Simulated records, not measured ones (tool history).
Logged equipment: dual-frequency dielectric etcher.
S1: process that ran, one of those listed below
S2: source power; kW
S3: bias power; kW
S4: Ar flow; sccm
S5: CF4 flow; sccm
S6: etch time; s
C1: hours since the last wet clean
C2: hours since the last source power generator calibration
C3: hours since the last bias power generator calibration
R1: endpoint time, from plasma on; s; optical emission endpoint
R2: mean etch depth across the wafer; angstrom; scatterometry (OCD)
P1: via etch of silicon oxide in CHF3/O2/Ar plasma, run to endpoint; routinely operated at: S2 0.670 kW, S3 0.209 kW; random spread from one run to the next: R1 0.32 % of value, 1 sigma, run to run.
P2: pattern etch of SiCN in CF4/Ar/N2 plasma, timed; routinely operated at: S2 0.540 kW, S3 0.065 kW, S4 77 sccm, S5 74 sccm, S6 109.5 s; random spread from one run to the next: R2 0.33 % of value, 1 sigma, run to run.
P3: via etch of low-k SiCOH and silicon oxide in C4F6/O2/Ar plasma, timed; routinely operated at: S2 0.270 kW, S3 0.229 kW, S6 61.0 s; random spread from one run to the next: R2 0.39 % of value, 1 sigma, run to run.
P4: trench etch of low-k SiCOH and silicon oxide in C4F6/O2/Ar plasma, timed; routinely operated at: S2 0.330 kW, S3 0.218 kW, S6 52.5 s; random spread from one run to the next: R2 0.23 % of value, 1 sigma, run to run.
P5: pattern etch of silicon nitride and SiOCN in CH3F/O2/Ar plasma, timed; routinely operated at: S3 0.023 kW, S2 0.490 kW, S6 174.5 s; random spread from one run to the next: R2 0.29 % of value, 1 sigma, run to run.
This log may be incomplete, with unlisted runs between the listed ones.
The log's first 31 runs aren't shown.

Run 32, day 8.021: S1 P1, S2 0.670 kW, S3 0.209 kW; C1 51.2; C2 2409.8; C3 29.2. Result: R1 312.25 s.
Run 33, day 8.288: S1 P1, S2 0.670 kW, S3 0.209 kW; C1 57.6; C2 2416.2; C3 35.6. Result: R1 310.89 s.
Run 34, day 8.562: S1 P1, S2 0.670 kW, S3 0.209 kW; C1 64.2; C2 2422.8; C3 42.2. Result: R1 310.90 s.
Run 35, day 8.842: S1 P1, S2 0.670 kW, S3 0.209 kW; C1 70.9; C2 2429.5; C3 48.9. Result: R1 309.15 s.
Run 36, day 9.017: S1 P1, S2 0.670 kW, S3 0.209 kW; C1 75.1; C2 2433.7; C3 53.1. Result: R1 310.05 s.
Run 37, day 9.304: S1 P1, S2 0.670 kW, S3 0.209 kW; C1 82.0; C2 2440.6; C3 60.0. Result: R1 307.91 s.
Run 38, day 9.633: S1 P1, S2 0.670 kW, S3 0.209 kW; C1 89.9; C2 2448.5; C3 67.9. Result: R1 306.69 s.
Run 39, day 9.838: S1 P1, S2 0.670 kW, S3 0.209 kW; C1 94.8; C2 2453.4; C3 72.8. Result: R1 307.65 s.
At day 9.850: wet clean of the chamber.
Run 40, day 10.083: S1 P1, S2 0.670 kW, S3 0.209 kW; C1 5.7; C2 2459.3; C3 78.7. Result: R1 309.70 s.

The next listed run, before its measurement:
Run 41, day 10.354: S1 P1, S2 0.670 kW, S3 0.209 kW; C1 12.2; C2 2465.8; C3 85.2. Result: R1 ?.

{"run 41": {"R1": 307.58}}
